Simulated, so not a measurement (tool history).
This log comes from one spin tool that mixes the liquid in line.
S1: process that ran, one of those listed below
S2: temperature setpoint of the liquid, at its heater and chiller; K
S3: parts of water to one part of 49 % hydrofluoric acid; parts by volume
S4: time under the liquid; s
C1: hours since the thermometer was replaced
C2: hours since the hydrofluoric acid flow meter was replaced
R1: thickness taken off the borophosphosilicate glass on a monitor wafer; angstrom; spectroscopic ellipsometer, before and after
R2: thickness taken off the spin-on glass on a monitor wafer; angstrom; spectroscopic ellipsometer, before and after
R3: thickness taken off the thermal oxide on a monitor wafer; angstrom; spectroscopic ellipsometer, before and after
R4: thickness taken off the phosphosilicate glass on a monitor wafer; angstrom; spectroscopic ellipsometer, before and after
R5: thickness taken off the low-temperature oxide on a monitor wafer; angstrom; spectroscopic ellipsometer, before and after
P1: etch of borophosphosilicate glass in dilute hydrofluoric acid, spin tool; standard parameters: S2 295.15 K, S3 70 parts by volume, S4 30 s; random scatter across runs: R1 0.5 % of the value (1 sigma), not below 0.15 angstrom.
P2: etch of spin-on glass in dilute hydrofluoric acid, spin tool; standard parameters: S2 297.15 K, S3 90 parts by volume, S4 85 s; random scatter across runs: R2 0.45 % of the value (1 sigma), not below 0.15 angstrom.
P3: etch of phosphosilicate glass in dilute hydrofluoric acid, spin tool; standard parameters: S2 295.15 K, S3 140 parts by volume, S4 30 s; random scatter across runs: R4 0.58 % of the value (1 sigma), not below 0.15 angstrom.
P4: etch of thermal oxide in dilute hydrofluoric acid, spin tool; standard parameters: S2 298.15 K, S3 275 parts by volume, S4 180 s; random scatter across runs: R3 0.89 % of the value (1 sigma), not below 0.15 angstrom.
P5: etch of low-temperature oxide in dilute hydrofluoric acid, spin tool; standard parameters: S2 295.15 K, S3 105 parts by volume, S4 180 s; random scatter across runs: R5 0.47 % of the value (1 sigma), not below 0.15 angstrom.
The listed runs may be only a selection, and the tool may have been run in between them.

run   hour  S1      S2   S3   S4      C1      C2       R1       R2      R3      R4       R5
  1   10.0  P1  295.15   70   30  1435.7  1036.6  126.320
  2   22.2  P1  290.65   70   30  1447.9  1048.8  105.000
  3   31.1  P2  297.15   90   15  1456.8  1057.7            53.197
  4   39.0  P1  295.15   70   30  1464.7  1065.6  126.710
  5   50.8  P4  298.15  275  180  1476.5  1077.4                    26.181
  6   59.9  P1  301.65   70   30  1485.6  1086.5  166.000
  7   68.3  P4  298.15  275  180  1494.0  1094.9                    25.991
  8   79.3  P3  295.15   55   30  1505.0  1105.9                            723.45
  9   89.4  P2  297.15   90   85  1515.1  1116.0           302.500
 10  101.2  P2  290.65   90   85  1526.9  1127.8           232.280
 11  107.8  P1  295.15   70   30  1533.5  1134.4  126.580
 12  119.5  P5  295.15  105  180  1545.2  1146.1                                    187.560
 13  127.5  P1  295.15   70   30  1553.2  1154.1  127.040
 14  136.8  P4  298.15  275  280  1562.5  1163.4                    40.643
 15  147.2  P1  295.15  110   30  1572.9  1173.8   76.904
 16  156.9  P5  295.15  105   15  1582.6  1183.5                                     15.655
 17  168.6  P5  291.15  105  180  1594.3  1195.2                                    158.310
 18  179.5  P1  295.15   45   45  1605.2  1206.1  303.530
 19  189.3  P3  290.15  140   30  1615.0  1215.9                            209.85
 20  199.5  P1  295.15   25   30  1625.2  1226.1  378.150
 21  210.8  P2  297.15   90   85  1636.5  1237.4           304.760
 22  216.7  P2  297.15   35   85  1642.4  1243.3           834.690
 23  225.4  P1  295.15   70   30  1651.1  1252.0  125.130
 24  235.6  P1  295.15   70   50  1661.3  1262.2  209.000
 25  245.2  P3  295.15  140   15  1670.9  1271.8                            127.99
 26  256.6  P1  295.15  120   15  1682.3  1283.2   34.364
 27  267.2  P4  305.15  275  180  1692.9  1293.8                    32.577
 28  278.4  P5  295.15   30  180  1704.1  1305.0                                    717.520
 29  289.3  P3  295.15  140   30  1715.0  1315.9                            256.77
 30  299.1  P3  295.15  140   30  1724.8  1325.7                            259.57
 31  309.6  P4  298.15  470  180  1735.3  1336.2                    12.669
 32  316.3  P1  295.15   70   15  1742.0  1342.9   63.417
 33  324.7  P1  295.15   70   30  1750.4  1351.3  127.110

Predict the results of run 34:
 34  331.9  P1  295.15  70  30  1757.6  1358.5   ?

Run 34 measured R1 123.380 angstrom.

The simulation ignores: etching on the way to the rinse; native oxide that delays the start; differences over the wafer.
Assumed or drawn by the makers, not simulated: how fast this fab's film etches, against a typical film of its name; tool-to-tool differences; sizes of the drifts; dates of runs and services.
